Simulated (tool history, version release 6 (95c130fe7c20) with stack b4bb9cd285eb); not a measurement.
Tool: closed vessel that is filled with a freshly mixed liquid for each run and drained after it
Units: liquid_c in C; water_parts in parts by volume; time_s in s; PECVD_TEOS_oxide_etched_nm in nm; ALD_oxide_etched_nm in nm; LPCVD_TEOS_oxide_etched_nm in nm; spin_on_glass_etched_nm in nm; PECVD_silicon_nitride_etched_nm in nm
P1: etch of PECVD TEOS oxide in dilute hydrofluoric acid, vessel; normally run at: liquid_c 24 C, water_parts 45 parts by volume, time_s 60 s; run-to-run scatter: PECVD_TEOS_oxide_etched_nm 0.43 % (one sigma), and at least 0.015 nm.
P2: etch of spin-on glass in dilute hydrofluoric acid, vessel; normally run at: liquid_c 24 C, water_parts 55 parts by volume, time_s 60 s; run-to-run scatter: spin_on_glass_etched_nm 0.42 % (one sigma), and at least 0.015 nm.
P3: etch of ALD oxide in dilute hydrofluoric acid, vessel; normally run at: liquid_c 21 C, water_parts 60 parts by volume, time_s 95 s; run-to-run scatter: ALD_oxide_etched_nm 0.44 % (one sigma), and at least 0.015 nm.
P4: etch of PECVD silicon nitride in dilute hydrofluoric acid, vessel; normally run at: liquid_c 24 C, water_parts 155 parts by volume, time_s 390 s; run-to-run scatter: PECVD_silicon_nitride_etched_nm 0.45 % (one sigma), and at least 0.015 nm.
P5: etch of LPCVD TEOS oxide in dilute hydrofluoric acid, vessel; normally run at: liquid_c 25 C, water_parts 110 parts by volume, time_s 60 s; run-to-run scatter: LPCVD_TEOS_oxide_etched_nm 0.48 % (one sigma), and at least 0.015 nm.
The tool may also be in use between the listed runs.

run,day,process,liquid_c,water_parts,time_s,PECVD_TEOS_oxide_etched_nm,ALD_oxide_etched_nm,LPCVD_TEOS_oxide_etched_nm,spin_on_glass_etched_nm,PECVD_silicon_nitride_etched_nm
1,0.212,P1,24,45,60,40.73,,,,
2,0.358,P3,21,60,40,,8.5503,,,
3,0.588,P5,19,110,60,,,18.774,,
4,0.742,P1,24,45,30,20.278,,,,
# day 0.775: hydrofluoric acid flow meter replaced
5,1.017,P3,21,60,95,,20.213,,,
6,1.146,P5,25,45,60,,,63.324,,
7,1.325,P1,24,45,60,40.651,,,,
8,1.496,P2,24,80,60,,,,32.832,
9,1.708,P4,24,155,30,,,,,1.1228
10,1.904,P1,24,45,60,40.921,,,,
11,2.138,P4,24,70,390,,,,,31.11
12,2.288,P1,29.5,45,60,51.148,,,,
13,2.492,P1,18.5,45,60,32.14,,,,
14,2.721,P1,24,45,60,40.715,,,,
15,2.946,P3,25,60,95,,24.014,,,
16,3.129,P2,24,55,100,,,,82.331,
17,3.383,P4,18,155,390,,,,,9.4985
18,3.588,P5,25,110,60,,,23.625,,
19,3.779,P5,25,110,60,,,23.662,,
20,3.908,P1,17,45,85,43.069,,,,
21,4.088,P3,21,90,95,,13.143,,,
22,4.221,P2,24,55,60,,,,49.487,
23,4.354,P1,24,25,60,75.652,,,,
24,4.504,P5,25,110,30,,,11.819,,
25,4.762,P1,24,45,60,41.032,,,,
26,5.012,P1,24,45,60,40.957,,,,
27,5.154,P1,24,60,60,29.871,,,,
28,5.329,P2,18.5,55,60,,,,39.337,
29,5.604,P4,24,155,390,,,,,14.03
30,5.825,P1,24,45,110,74.49,,,,

Run 31 comes next. What will it give?
31,5.988,P1,24,45,60,?,,,,

{"run 31": {"PECVD_TEOS_oxide_etched_nm": 40.946}}
